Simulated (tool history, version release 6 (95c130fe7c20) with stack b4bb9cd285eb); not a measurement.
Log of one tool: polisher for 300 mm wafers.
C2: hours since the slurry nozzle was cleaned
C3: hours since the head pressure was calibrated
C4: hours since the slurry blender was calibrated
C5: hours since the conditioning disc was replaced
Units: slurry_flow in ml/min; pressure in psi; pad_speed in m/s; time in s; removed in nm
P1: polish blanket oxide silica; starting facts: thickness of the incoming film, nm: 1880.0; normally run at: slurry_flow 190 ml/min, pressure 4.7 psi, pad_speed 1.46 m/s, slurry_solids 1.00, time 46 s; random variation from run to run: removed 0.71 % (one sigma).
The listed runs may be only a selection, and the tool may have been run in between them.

Run 1, hour 10.0: slurry_flow 190 ml/min, pressure 4.7 psi, pad_speed 1.46 m/s, slurry_solids 1.00, time 46 s; wafers polished on this pad 293; C2 193.6; C3 561.4; C4 89.5; C5 252.6. Result: removed 226.42 nm.
Run 2, hour 20.5: slurry_flow 190 ml/min, pressure 4.7 psi, pad_speed 1.46 m/s, slurry_solids 1.00, time 46 s; wafers polished on this pad 455; C2 204.1; C3 571.9; C4 100.0; C5 263.1. Result: removed 224.95 nm.
Run 3, hour 28.5: slurry_flow 190 ml/min, pressure 4.7 psi, pad_speed 1.46 m/s, slurry_solids 1.00, time 46 s; wafers polished on this pad 578; C2 212.1; C3 579.9; C4 108.0; C5 271.1. Result: removed 226.87 nm.
Run 4, hour 37.6: slurry_flow 190 ml/min, pressure 4.7 psi, pad_speed 1.46 m/s, slurry_solids 1.40, time 46 s; wafers polished on this pad 718; C2 221.2; C3 589.0; C4 117.1; C5 280.2. Result: removed 260.54 nm.
Run 5, hour 51.3: slurry_flow 190 ml/min, pressure 7.3 psi, pad_speed 1.46 m/s, slurry_solids 1.00, time 46 s; wafers polished on this pad 928; C2 234.9; C3 602.7; C4 130.8; C5 293.9. Result: removed 350.45 nm.
Run 6, hour 62.4: slurry_flow 115 ml/min, pressure 4.7 psi, pad_speed 1.46 m/s, slurry_solids 1.00, time 46 s; wafers polished on this pad 1099; C2 246.0; C3 613.8; C4 141.9; C5 305.0. Result: removed 208.18 nm.
Run 7, hour 74.4: slurry_flow 190 ml/min, pressure 4.7 psi, pad_speed 1.46 m/s, slurry_solids 1.00, time 46 s; wafers polished on this pad 1284; C2 258.0; C3 625.8; C4 153.9; C5 317.0. Result: removed 227.92 nm.
Run 8, hour 89.0: slurry_flow 280 ml/min, pressure 4.7 psi, pad_speed 1.46 m/s, slurry_solids 1.00, time 46 s; wafers polished on this pad 1508; C2 272.6; C3 640.4; C4 168.5; C5 331.6. Result: removed 236.68 nm.
Run 9, hour 102.8: slurry_flow 190 ml/min, pressure 4.7 psi, pad_speed 1.46 m/s, slurry_solids 1.00, time 46 s; wafers polished on this pad 1720; C2 286.4; C3 654.2; C4 182.3; C5 345.4. Result: removed 226.60 nm.
Run 10, hour 114.8: slurry_flow 190 ml/min, pressure 2.5 psi, pad_speed 1.46 m/s, slurry_solids 1.00, time 46 s; wafers polished on this pad 1905; C2 298.4; C3 666.2; C4 194.3; C5 357.4. Result: removed 120.77 nm.
Run 11, hour 127.9: slurry_flow 190 ml/min, pressure 4.7 psi, pad_speed 2.28 m/s, slurry_solids 1.00, time 46 s; wafers polished on this pad 2106; C2 311.5; C3 679.3; C4 207.4; C5 370.5. Result: removed 323.65 nm.
Run 12, hour 139.2: slurry_flow 190 ml/min, pressure 4.7 psi, pad_speed 0.66 m/s, slurry_solids 1.00, time 46 s; wafers polished on this pad 2280; C2 322.8; C3 690.6; C4 218.7; C5 381.8. Result: removed 121.51 nm.
Run 13, hour 145.7: slurry_flow 115 ml/min, pressure 4.7 psi, pad_speed 1.46 m/s, slurry_solids 1.00, time 30 s; wafers polished on this pad 2380; C2 329.3; C3 697.1; C4 225.2; C5 388.3. Result: removed 134.06 nm.
At hour 157.1: conditioning disc replaced and pad reconditioned.
Run 14, hour 160.8: slurry_flow 190 ml/min, pressure 4.7 psi, pad_speed 1.46 m/s, slurry_solids 1.00, time 61 s; wafers polished on this pad 2612; C2 344.4; C3 712.2; C4 240.3; C5 3.7. Result: removed 300.41 nm.
Run 15, hour 173.8: slurry_flow 190 ml/min, pressure 4.7 psi, pad_speed 1.46 m/s, slurry_solids 1.00, time 46 s; wafers polished on this pad 2812; C2 357.4; C3 725.2; C4 253.3; C5 16.7. Result: removed 228.08 nm.

The next listed run, before its measurement:
Run 16, hour 182.6: slurry_flow 190 ml/min, pressure 4.7 psi, pad_speed 1.46 m/s, slurry_solids 0.55, time 46 s; wafers polished on this pad 2948; C2 366.2; C3 734.0; C4 262.1; C5 25.5. Result: removed ?.

removed: 163.67 nm
